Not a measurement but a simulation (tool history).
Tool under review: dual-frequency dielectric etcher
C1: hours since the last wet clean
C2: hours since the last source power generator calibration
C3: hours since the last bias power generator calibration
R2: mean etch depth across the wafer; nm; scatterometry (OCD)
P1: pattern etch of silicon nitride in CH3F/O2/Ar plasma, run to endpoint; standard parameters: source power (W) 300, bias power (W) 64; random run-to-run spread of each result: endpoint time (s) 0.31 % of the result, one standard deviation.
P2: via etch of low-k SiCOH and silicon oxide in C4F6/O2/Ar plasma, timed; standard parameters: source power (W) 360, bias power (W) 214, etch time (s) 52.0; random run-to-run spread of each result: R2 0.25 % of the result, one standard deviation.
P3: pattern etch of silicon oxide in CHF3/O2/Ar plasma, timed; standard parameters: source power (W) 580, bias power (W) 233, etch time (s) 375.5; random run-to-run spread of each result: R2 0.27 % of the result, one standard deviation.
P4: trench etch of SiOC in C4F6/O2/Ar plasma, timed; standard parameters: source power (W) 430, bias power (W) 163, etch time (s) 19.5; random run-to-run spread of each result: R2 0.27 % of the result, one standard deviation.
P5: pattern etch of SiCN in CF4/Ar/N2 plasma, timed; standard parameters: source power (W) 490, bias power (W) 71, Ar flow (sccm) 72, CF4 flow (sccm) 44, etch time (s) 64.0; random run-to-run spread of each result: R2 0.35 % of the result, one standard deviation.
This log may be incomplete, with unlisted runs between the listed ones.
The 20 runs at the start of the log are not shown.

{"run": 21, "day": 11.125, "process that ran": "P4", "source power (W)": 430, "bias power (W)": 163, "etch time (s)": 19.5, "C1": 20.2, "C2": 3059.3, "C3": 1945.3, "R2": 40.307}
{"run": 22, "day": 11.867, "process that ran": "P4", "source power (W)": 600, "bias power (W)": 163, "etch time (s)": 19.5, "C1": 38.0, "C2": 3077.1, "C3": 1963.1, "R2": 46.278}
{"run": 23, "day": 12.417, "process that ran": "P4", "source power (W)": 430, "bias power (W)": 222, "etch time (s)": 19.5, "C1": 51.2, "C2": 3090.3, "C3": 1976.3, "R2": 44.871}
{"run": 24, "day": 12.85, "process that ran": "P1", "source power (W)": 300, "bias power (W)": 64, "C1": 61.6, "C2": 3100.7, "C3": 1986.7, "endpoint time (s)": 80.09}
{"run": 25, "day": 13.358, "process that ran": "P1", "source power (W)": 410, "bias power (W)": 64, "C1": 73.8, "C2": 3112.9, "C3": 1998.9, "endpoint time (s)": 71.467}
{"run": 26, "day": 13.792, "process that ran": "P5", "source power (W)": 490, "bias power (W)": 71, "Ar flow (sccm)": 88, "CF4 flow (sccm)": 44, "etch time (s)": 64.0, "C1": 84.2, "C2": 3123.3, "C3": 2009.3, "R2": 54.251}
{"run": 27, "day": 14.55, "process that ran": "P1", "source power (W)": 420, "bias power (W)": 41, "C1": 102.4, "C2": 3141.5, "C3": 2027.5, "endpoint time (s)": 81.357}
{"run": 28, "day": 15.067, "process that ran": "P5", "source power (W)": 670, "bias power (W)": 71, "Ar flow (sccm)": 72, "CF4 flow (sccm)": 44, "etch time (s)": 64.0, "C1": 114.8, "C2": 3153.9, "C3": 2039.9, "R2": 74.196}
{"run": 29, "day": 15.483, "process that ran": "P5", "source power (W)": 490, "bias power (W)": 71, "Ar flow (sccm)": 72, "CF4 flow (sccm)": 28, "etch time (s)": 64.0, "C1": 124.8, "C2": 3163.9, "C3": 2049.9, "R2": 52.368}
{"run": 30, "day": 15.862, "process that ran": "P3", "source power (W)": 580, "bias power (W)": 233, "etch time (s)": 375.5, "C1": 133.9, "C2": 3173.0, "C3": 2059.0, "R2": 790.1}
{"run": 31, "day": 16.5, "process that ran": "P2", "source power (W)": 360, "bias power (W)": 214, "etch time (s)": 52.0, "C1": 149.2, "C2": 3188.3, "C3": 2074.3, "R2": 125.92}
{"run": 32, "day": 17.233, "process that ran": "P2", "source power (W)": 360, "bias power (W)": 159, "etch time (s)": 52.0, "C1": 166.8, "C2": 3205.9, "C3": 2091.9, "R2": 114.67}
{"run": 33, "day": 17.696, "process that ran": "P1", "source power (W)": 190, "bias power (W)": 64, "C1": 177.9, "C2": 3217.0, "C3": 2103.0, "endpoint time (s)": 95.123}
{"run": 34, "day": 18.254, "process that ran": "P1", "source power (W)": 300, "bias power (W)": 64, "C1": 191.3, "C2": 3230.4, "C3": 2116.4, "endpoint time (s)": 80.341}
{"run": 35, "day": 18.988, "process that ran": "P1", "source power (W)": 300, "bias power (W)": 64, "C1": 208.9, "C2": 3248.0, "C3": 2134.0, "endpoint time (s)": 79.191}
{"run": 36, "day": 19.412, "process that ran": "P1", "source power (W)": 300, "bias power (W)": 64, "C1": 219.1, "C2": 3258.2, "C3": 2144.2, "endpoint time (s)": 79.64}
{"run": 37, "day": 19.804, "process that ran": "P1", "source power (W)": 300, "bias power (W)": 64, "C1": 228.5, "C2": 3267.6, "C3": 2153.6, "endpoint time (s)": 79.257}
{"run": 38, "day": 20.229, "process that ran": "P1", "source power (W)": 300, "bias power (W)": 64, "C1": 238.7, "C2": 3277.8, "C3": 2163.8, "endpoint time (s)": 79.201}
{"day": 20.583, "done": "wet clean of the chamber"}
{"run": 39, "day": 21.0, "process that ran": "P1", "source power (W)": 300, "bias power (W)": 64, "C1": 10.0, "C2": 3296.3, "C3": 2182.3, "endpoint time (s)": 78.927}
{"run": 40, "day": 21.488, "process that ran": "P1", "source power (W)": 300, "bias power (W)": 64, "C1": 21.7, "C2": 3308.0, "C3": 2194.0, "endpoint time (s)": 78.733}
{"run": 41, "day": 22.229, "process that ran": "P1", "source power (W)": 300, "bias power (W)": 64, "C1": 39.5, "C2": 3325.8, "C3": 2211.8, "endpoint time (s)": 78.901}
{"run": 42, "day": 22.842, "process that ran": "P1", "source power (W)": 300, "bias power (W)": 64, "C1": 54.2, "C2": 3340.5, "C3": 2226.5, "endpoint time (s)": 78.954}
{"run": 43, "day": 23.6, "process that ran": "P1", "source power (W)": 300, "bias power (W)": 64, "C1": 72.4, "C2": 3358.7, "C3": 2244.7, "endpoint time (s)": 78.675}

Expected results for the next run?
{"run": 44, "day": 24.112, "process that ran": "P1", "source power (W)": 300, "bias power (W)": 64, "C1": 84.7, "C2": 3371.0, "C3": 2257.0, "endpoint time (s)": "?"}

Run 44 came out at endpoint time (s) 78.901.
